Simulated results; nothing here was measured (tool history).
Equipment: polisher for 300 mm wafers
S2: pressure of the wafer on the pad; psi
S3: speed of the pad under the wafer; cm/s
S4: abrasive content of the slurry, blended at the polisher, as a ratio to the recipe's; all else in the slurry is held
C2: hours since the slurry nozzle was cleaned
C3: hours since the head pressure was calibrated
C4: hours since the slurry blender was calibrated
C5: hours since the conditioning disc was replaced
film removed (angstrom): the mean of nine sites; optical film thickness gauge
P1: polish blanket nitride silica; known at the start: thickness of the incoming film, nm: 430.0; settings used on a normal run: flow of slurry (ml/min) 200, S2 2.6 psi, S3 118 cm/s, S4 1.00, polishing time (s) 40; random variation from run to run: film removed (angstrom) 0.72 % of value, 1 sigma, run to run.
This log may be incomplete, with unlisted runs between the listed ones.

run 1 hour=2.4 | flow_of_slurry_(ml/min)=200 S2=2.6 S3=118 S4=1.00 polishing_time_(s)=40 | wafers_polished_on_this_pad=581 C2=88.8 C3=167.8 C4=69.5 C5=120.2 | film_removed_(angstrom)=248.11
run 2 hour=5.2 | flow_of_slurry_(ml/min)=200 S2=2.6 S3=118 S4=1.25 polishing_time_(s)=40 | wafers_polished_on_this_pad=620 C2=91.6 C3=170.6 C4=72.3 C5=123.0 | film_removed_(angstrom)=275.05
-- hour=8.5 head pressure recalibrated
run 3 hour=10.0 | flow_of_slurry_(ml/min)=200 S2=2.6 S3=118 S4=1.00 polishing_time_(s)=40 | wafers_polished_on_this_pad=686 C2=96.4 C3=1.6 C4=77.1 C5=127.8 | film_removed_(angstrom)=248.73
-- hour=12.1 slurry nozzle cleaned
-- hour=12.4 conditioning disc replaced and pad reconditioned
run 4 hour=13.2 | flow_of_slurry_(ml/min)=120 S2=2.6 S3=118 S4=1.00 polishing_time_(s)=40 | wafers_polished_on_this_pad=730 C2=1.2 C3=4.8 C4=80.3 C5=0.9 | film_removed_(angstrom)=228.08
run 5 hour=16.5 | flow_of_slurry_(ml/min)=270 S2=2.6 S3=118 S4=1.00 polishing_time_(s)=40 | wafers_polished_on_this_pad=775 C2=4.5 C3=8.1 C4=83.6 C5=4.2 | film_removed_(angstrom)=257.00
run 6 hour=18.8 | flow_of_slurry_(ml/min)=200 S2=2.6 S3=186 S4=1.00 polishing_time_(s)=40 | wafers_polished_on_this_pad=807 C2=6.8 C3=10.4 C4=85.9 C5=6.5 | film_removed_(angstrom)=360.41
run 7 hour=21.4 | flow_of_slurry_(ml/min)=200 S2=1.7 S3=118 S4=1.00 polishing_time_(s)=40 | wafers_polished_on_this_pad=843 C2=9.4 C3=13.0 C4=88.5 C5=9.1 | film_removed_(angstrom)=164.56
run 8 hour=24.8 | flow_of_slurry_(ml/min)=200 S2=2.6 S3=72 S4=1.00 polishing_time_(s)=40 | wafers_polished_on_this_pad=890 C2=12.8 C3=16.4 C4=91.9 C5=12.5 | film_removed_(angstrom)=167.43
run 9 hour=28.7 | flow_of_slurry_(ml/min)=200 S2=2.6 S3=118 S4=1.00 polishing_time_(s)=40 | wafers_polished_on_this_pad=944 C2=16.7 C3=20.3 C4=95.8 C5=16.4 | film_removed_(angstrom)=247.85
run 10 hour=31.9 | flow_of_slurry_(ml/min)=200 S2=2.6 S3=118 S4=0.50 polishing_time_(s)=40 | wafers_polished_on_this_pad=988 C2=19.9 C3=23.5 C4=99.0 C5=19.6 | film_removed_(angstrom)=169.91
run 11 hour=35.5 | flow_of_slurry_(ml/min)=200 S2=2.6 S3=118 S4=1.00 polishing_time_(s)=25 | wafers_polished_on_this_pad=1038 C2=23.5 C3=27.1 C4=102.6 C5=23.2 | film_removed_(angstrom)=156.64
run 12 hour=38.4 | flow_of_slurry_(ml/min)=200 S2=4.0 S3=118 S4=1.00 polishing_time_(s)=40 | wafers_polished_on_this_pad=1078 C2=26.4 C3=30.0 C4=105.5 C5=26.1 | film_removed_(angstrom)=379.81
run 13 hour=42.6 | flow_of_slurry_(ml/min)=200 S2=3.3 S3=172 S4=1.00 polishing_time_(s)=40 | wafers_polished_on_this_pad=1135 C2=30.6 C3=34.2 C4=109.7 C5=30.3 | film_removed_(angstrom)=432.43
run 14 hour=45.6 | flow_of_slurry_(ml/min)=200 S2=2.6 S3=118 S4=1.00 polishing_time_(s)=61 | wafers_polished_on_this_pad=1177 C2=33.6 C3=37.2 C4=112.7 C5=33.3 | film_removed_(angstrom)=379.98

Run 15, settings as shown, results not yet in. Your forecast:
run 15 hour=50.2 | flow_of_slurry_(ml/min)=200 S2=2.6 S3=118 S4=1.00 polishing_time_(s)=40 | wafers_polished_on_this_pad=1240 C2=38.2 C3=41.8 C4=117.3 C5=37.9 | film_removed_(angstrom)=?

{"run 15": {"film removed (angstrom)": 246.47}}
